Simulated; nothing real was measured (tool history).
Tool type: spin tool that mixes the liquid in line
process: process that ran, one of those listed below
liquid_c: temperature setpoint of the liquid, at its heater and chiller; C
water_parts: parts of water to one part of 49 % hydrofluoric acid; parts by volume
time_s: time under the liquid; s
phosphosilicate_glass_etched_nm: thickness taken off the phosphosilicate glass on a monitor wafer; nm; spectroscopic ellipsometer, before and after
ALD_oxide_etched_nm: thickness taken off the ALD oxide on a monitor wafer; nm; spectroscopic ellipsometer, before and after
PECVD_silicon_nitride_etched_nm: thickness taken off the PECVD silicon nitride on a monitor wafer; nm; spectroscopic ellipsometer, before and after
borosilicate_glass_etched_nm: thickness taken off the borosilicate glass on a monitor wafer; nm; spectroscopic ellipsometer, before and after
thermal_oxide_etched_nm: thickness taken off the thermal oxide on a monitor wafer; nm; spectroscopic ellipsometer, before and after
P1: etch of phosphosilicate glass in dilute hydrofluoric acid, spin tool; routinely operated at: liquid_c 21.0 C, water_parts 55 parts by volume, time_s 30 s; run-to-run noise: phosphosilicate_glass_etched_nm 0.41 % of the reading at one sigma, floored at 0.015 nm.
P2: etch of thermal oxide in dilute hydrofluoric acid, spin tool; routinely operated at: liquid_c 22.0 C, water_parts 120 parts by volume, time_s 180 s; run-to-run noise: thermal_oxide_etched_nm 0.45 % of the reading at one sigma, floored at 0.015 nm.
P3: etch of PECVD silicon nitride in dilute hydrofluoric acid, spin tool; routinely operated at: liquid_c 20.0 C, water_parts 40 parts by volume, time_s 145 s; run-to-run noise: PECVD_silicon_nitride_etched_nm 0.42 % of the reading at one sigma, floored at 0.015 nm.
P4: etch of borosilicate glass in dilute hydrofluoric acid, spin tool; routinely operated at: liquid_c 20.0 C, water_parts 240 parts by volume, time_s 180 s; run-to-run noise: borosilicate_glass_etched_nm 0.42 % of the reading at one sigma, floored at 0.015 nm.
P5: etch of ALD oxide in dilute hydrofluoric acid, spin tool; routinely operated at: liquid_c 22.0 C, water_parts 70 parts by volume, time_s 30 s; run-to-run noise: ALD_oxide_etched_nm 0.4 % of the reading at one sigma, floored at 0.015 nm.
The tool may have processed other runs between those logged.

| run | hour | process | liquid_c | water_parts | time_s | phosphosilicate_glass_etched_nm | ALD_oxide_etched_nm | PECVD_silicon_nitride_etched_nm | borosilicate_glass_etched_nm | thermal_oxide_etched_nm |
|---|---|---|---|---|---|---|---|---|---|---|
| 1 | 5.7 | P1 | 21.0 | 55 | 30 | 89.837 |  |  |  |  |
| 2 | 11.8 | P5 | 22.0 | 70 | 30 |  | 6.5121 |  |  |  |
| 3 | 21.2 | P1 | 21.0 | 55 | 30 | 89.797 |  |  |  |  |
| 4 | 29.6 | P1 | 17.0 | 55 | 15 | 37.937 |  |  |  |  |
| 5 | 35.7 | P1 | 21.0 | 75 | 15 | 32.093 |  |  |  |  |
| 6 | 41.9 | P3 | 20.0 | 40 | 145 |  |  | 14.9930 |  |  |
| 7 | 51.4 | P4 | 20.0 | 80 | 180 |  |  |  | 43.7360 |  |
| 8 | 61.5 | P1 | 21.0 | 55 | 30 | 89.139 |  |  |  |  |
| 9 | 66.4 | P1 | 21.0 | 55 | 30 | 90.245 |  |  |  |  |
| 10 | 77.2 | P2 | 22.0 | 20 | 180 |  |  |  |  | 43.8740 |
| 11 | 82.8 | P2 | 17.0 | 120 | 180 |  |  |  |  | 5.2551 |
| 12 | 91.3 | P3 | 17.0 | 40 | 145 |  |  | 12.1680 |  |  |
| 13 | 98.8 | P1 | 25.5 | 55 | 30 | 107.460 |  |  |  |  |
| 14 | 106.3 | P5 | 18.5 | 70 | 30 |  | 5.6122 |  |  |  |
| 15 | 112.3 | P1 | 17.0 | 55 | 30 | 75.462 |  |  |  |  |
|  | 114.7 | hydrofluoric acid flow meter replaced |
| 16 | 122.2 | P1 | 21.0 | 55 | 30 | 90.142 |  |  |  |  |
| 17 | 128.6 | P3 | 20.0 | 40 | 145 |  |  | 14.9970 |  |  |
| 18 | 139.2 | P3 | 20.0 | 70 | 145 |  |  | 8.6841 |  |  |
| 19 | 149.8 | P1 | 21.0 | 55 | 30 | 89.073 |  |  |  |  |
| 20 | 154.8 | P4 | 20.0 | 240 | 180 |  |  |  | 12.3320 |  |
| 21 | 160.3 | P2 | 22.0 | 120 | 280 |  |  |  |  | 10.1680 |
| 22 | 165.9 | P4 | 20.0 | 240 | 30 |  |  |  | 2.0545 |  |
| 23 | 174.9 | P5 | 22.0 | 120 | 30 |  | 3.5574 |  |  |  |
| 24 | 184.9 | P1 | 21.0 | 55 | 45 | 133.470 |  |  |  |  |
| 25 | 195.4 | P2 | 22.0 | 120 | 180 |  |  |  |  | 6.4895 |
| 26 | 205.7 | P3 | 20.0 | 40 | 15 |  |  | 1.5421 |  |  |
| 27 | 215.6 | P1 | 21.0 | 55 | 15 | 44.716 |  |  |  |  |
| 28 | 221.8 | P5 | 22.0 | 70 | 45 |  | 9.7145 |  |  |  |
| 29 | 232.4 | P5 | 22.0 | 70 | 30 |  | 6.4882 |  |  |  |
| 30 | 240.0 | P4 | 17.0 | 240 | 180 |  |  |  | 11.0430 |  |
| 31 | 245.2 | P1 | 28.5 | 35 | 30 | 196.440 |  |  |  |  |
| 32 | 254.9 | P1 | 21.0 | 85 | 30 | 56.154 |  |  |  |  |
| 33 | 259.8 | P1 | 21.0 | 55 | 30 | 88.892 |  |  |  |  |
| 34 | 268.1 | P1 | 21.0 | 20 | 30 | 257.880 |  |  |  |  |
| 35 | 273.9 | P1 | 21.0 | 55 | 30 | 89.905 |  |  |  |  |
| 36 | 279.4 | P1 | 21.0 | 55 | 30 | 92.480 |  |  |  |  |
| 37 | 285.9 | P1 | 21.0 | 55 | 30 | 94.074 |  |  |  |  |
| 38 | 295.6 | P1 | 21.0 | 55 | 30 | 95.727 |  |  |  |  |
| 39 | 305.9 | P1 | 21.0 | 55 | 30 | 96.158 |  |  |  |  |
| 40 | 314.5 | P1 | 21.0 | 55 | 30 | 97.330 |  |  |  |  |
| 41 | 319.5 | P1 | 21.0 | 55 | 30 | 98.316 |  |  |  |  |
| 42 | 328.3 | P1 | 21.0 | 55 | 30 | 97.817 |  |  |  |  |

What P1 gives has crept off from where it sat before. The 2 causes that follow fit the log equally well, each at the size noted:
A: hydrofluoric acid flow above the setpoint (%) = 8.49
B: liquid hotter than its thermometer reads (K) = 2.09
The process output started creeping at around hour 273.9.

Of the 4 check runs listed below, each run on one wafer and each result written as a question mark, which would let you distinguish the listed causes because they would give clearly different results?
| check 1 | 337.1 | P4 | 17.0 | 240 | 35 |  |  |  | ? |  |
| check 2 | 337.1 | P2 | 22.0 | 30 | 180 |  |  |  |  | ? |
| check 3 | 337.1 | P3 | 20.0 | 40 | 35 |  |  | ? |  |  |
| check 4 | 337.1 | P5 | 18.5 | 105 | 30 |  | ? |  |  |  |

How each check would come out, cause by cause:
| check | result | if A | if B |
|---|---|---|---|
| check 1 | borosilicate_glass_etched_nm | 2.3603 | 2.3193 |
| check 2 | thermal_oxide_etched_nm | 31.5160 | 31.6260 |
| check 3 | PECVD_silicon_nitride_etched_nm | 3.9322 | 4.1999 |
| check 4 | ALD_oxide_etched_nm | 3.9355 | 3.9180 |
Separation of the two closest causes in each check, using whichever result separates them best: check 1 1.75 %; check 2 0.35 %; check 3 6.58 %; check 4 0.44 %
Of the check runs offered, only check 3 discriminates between the causes; the rest would read about the same regardless of which cause applies.

Check 3 was then run and gave: PECVD_silicon_nitride_etched_nm 4.1989 nm. Which cause is it?

The cause is B: liquid hotter than its thermometer reads (K).
